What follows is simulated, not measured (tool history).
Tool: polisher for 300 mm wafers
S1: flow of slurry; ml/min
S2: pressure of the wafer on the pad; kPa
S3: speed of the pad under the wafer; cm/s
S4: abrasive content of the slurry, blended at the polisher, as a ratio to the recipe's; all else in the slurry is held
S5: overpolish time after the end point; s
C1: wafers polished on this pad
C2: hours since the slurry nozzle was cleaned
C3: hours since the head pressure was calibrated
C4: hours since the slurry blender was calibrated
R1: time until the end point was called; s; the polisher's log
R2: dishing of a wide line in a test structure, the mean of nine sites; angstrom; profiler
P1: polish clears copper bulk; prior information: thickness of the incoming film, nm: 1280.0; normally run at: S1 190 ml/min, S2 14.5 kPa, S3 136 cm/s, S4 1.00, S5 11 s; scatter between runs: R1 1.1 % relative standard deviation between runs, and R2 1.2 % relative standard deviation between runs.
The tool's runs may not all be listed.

| run | hour | S1 | S2 | S3 | S4 | S5 | C1 | C2 | C3 | C4 | R1 | R2 |
|---|---|---|---|---|---|---|---|---|---|---|---|---|
| 1 | 7.9 | 190 | 14.5 | 136 | 1.00 | 11 | 640 | 462.0 | 739.1 | 44.4 | 159.23 | 532.86 |
| 2 | 11.9 | 190 | 14.5 | 136 | 1.00 | 11 | 670 | 466.0 | 743.1 | 48.4 | 157.99 | 527.10 |
| 3 | 19.3 | 285 | 14.5 | 136 | 1.00 | 11 | 725 | 473.4 | 750.5 | 55.8 | 152.67 | 546.82 |
| 4 | 24.8 | 190 | 14.5 | 86 | 1.00 | 11 | 766 | 478.9 | 756.0 | 61.3 | 254.44 | 369.42 |
| 5 | 33.1 | 190 | 14.5 | 136 | 0.60 | 22 | 827 | 487.2 | 764.3 | 69.6 | 171.90 | 784.17 |
| 6 | 37.2 | 190 | 14.5 | 136 | 1.00 | 11 | 857 | 491.3 | 768.4 | 73.7 | 158.86 | 524.85 |
| 7 | 44.9 | 190 | 14.5 | 136 | 1.45 | 3 | 914 | 499.0 | 776.1 | 81.4 | 146.48 | 188.18 |
| 8 | 49.1 | 190 | 14.5 | 136 | 1.00 | 19 | 946 | 503.2 | 780.3 | 85.6 | 160.44 | 751.66 |
| 9 | 54.4 | 190 | 14.5 | 136 | 1.00 | 3 | 985 | 508.5 | 785.6 | 90.9 | 159.64 | 177.35 |
| 10 | 61.6 | 190 | 14.5 | 136 | 1.00 | 11 | 1038 | 515.7 | 792.8 | 98.1 | 155.69 | 522.94 |
| 11 | 69.1 | 190 | 7.6 | 136 | 1.00 | 11 | 1094 | 523.2 | 800.3 | 105.6 | 300.18 | 297.95 |
| 12 | 75.3 | 190 | 21.4 | 136 | 1.00 | 11 | 1140 | 529.4 | 806.5 | 111.8 | 110.00 | 724.49 |
| 13 | 80.4 | 190 | 14.5 | 136 | 1.00 | 11 | 1177 | 534.5 | 811.6 | 116.9 | 158.28 | 528.71 |
| 14 | 88.6 | 115 | 14.5 | 136 | 1.00 | 11 | 1238 | 542.7 | 819.8 | 125.1 | 173.80 | 492.45 |
| 15 | 95.6 | 190 | 14.5 | 136 | 0.50 | 11 | 1290 | 549.7 | 826.8 | 132.1 | 182.85 | 468.64 |
|  | 101.0 | slurry nozzle cleaned |
| 16 | 102.3 | 190 | 14.5 | 136 | 1.40 | 11 | 1340 | 1.3 | 833.5 | 138.8 | 146.76 | 560.24 |
| 17 | 107.7 | 190 | 14.5 | 216 | 1.00 | 11 | 1380 | 6.7 | 838.9 | 144.2 | 100.80 | 717.83 |
| 18 | 114.9 | 190 | 14.5 | 136 | 1.00 | 11 | 1433 | 13.9 | 846.1 | 151.4 | 162.69 | 532.98 |
| 19 | 120.8 | 190 | 14.5 | 136 | 1.00 | 11 | 1477 | 19.8 | 852.0 | 157.3 | 164.85 | 509.63 |
| 20 | 128.0 | 190 | 14.5 | 136 | 1.00 | 11 | 1530 | 27.0 | 859.2 | 164.5 | 164.68 | 505.92 |
| 21 | 132.6 | 190 | 14.5 | 136 | 1.00 | 11 | 1564 | 31.6 | 863.8 | 169.1 | 170.84 | 498.00 |
| 22 | 139.5 | 190 | 14.5 | 136 | 1.00 | 11 | 1615 | 38.5 | 870.7 | 176.0 | 173.43 | 502.26 |
|  | 140.7 | worn pad replaced by a new one |
| 23 | 146.7 | 190 | 14.5 | 136 | 1.00 | 11 | 44 | 45.7 | 877.9 | 183.2 | 172.24 | 502.60 |
| 24 | 150.3 | 190 | 14.5 | 136 | 1.00 | 11 | 71 | 49.3 | 881.5 | 186.8 | 175.40 | 494.18 |
|  | 150.8 | head pressure recalibrated |
| 25 | 154.0 | 190 | 14.5 | 136 | 1.00 | 11 | 98 | 53.0 | 3.3 | 190.5 | 174.75 | 503.38 |
| 26 | 158.0 | 190 | 14.5 | 136 | 1.00 | 11 | 128 | 57.0 | 7.3 | 194.5 | 169.85 | 484.11 |
| 27 | 163.7 | 190 | 14.5 | 136 | 1.00 | 11 | 170 | 62.7 | 13.0 | 200.2 | 177.25 | 489.70 |

The log shows P1 creeping away from where it was. Any of the 2 causes listed here, at the size stated for it, fits the log just as well as the others:
A: abrasive missing from the slurry, % = 34.4
B: slurry flow missing at the pad, % = 39.2
Creep in the process output first set in at about hour 114.9.
Every other cause this tool's parts could produce, and why it does not fit the log:
removal rate lost through wear of the pad, %: serviced at hour 140.7, after the change had begun; the process did not return to its earlier output
head's pressure below its setpoint, %: serviced at hour 150.8, after the change had begun; the process did not return to its earlier output

Consider the 4 check runs below, whose results appear as question marks and each of which averages 5 wafers. Which one distinguishes the causes, in that each cause would give it a clearly different result?
| check 1 | 169.4 | 190 | 21.4 | 106 | 1.00 | 11 |  |  |  |  | ? | ? |
| check 2 | 169.4 | 190 | 7.6 | 136 | 0.55 | 11 |  |  |  |  | ? | ? |
| check 3 | 169.4 | 190 | 14.5 | 90 | 0.50 | 11 |  |  |  |  | ? | ? |
| check 4 | 169.4 | 120 | 14.5 | 208 | 1.00 | 11 |  |  |  |  | ? | ? |

What each check would give under each cause:
| check | result | if A | if B |
|---|---|---|---|
| check 1 | R1 | 151.24 | 151.22 |
| check 1 | R2 | 573.26 | 573.30 |
| check 2 | R1 | 373.34 | 375.81 |
| check 2 | R2 | 251.27 | 249.90 |
| check 3 | R1 | 300.80 | 303.12 |
| check 3 | R2 | 317.80 | 315.73 |
| check 4 | R1 | 123.22 | 128.83 |
| check 4 | R2 | 630.46 | 611.93 |
Per-check spread between the two closest causes, in the result where they differ most: check 1 0.01 %; check 2 0.66 %; check 3 0.77 %; check 4 4.46 %
Of the check runs offered, only check 4 discriminates between the causes; the rest would read about the same regardless of which cause applies.

Check 4 was then run and gave: R1 129.21 s; R2 614.42 angstrom. Which cause is it?

Of the candidate causes, it is B: slurry flow missing at the pad, %.
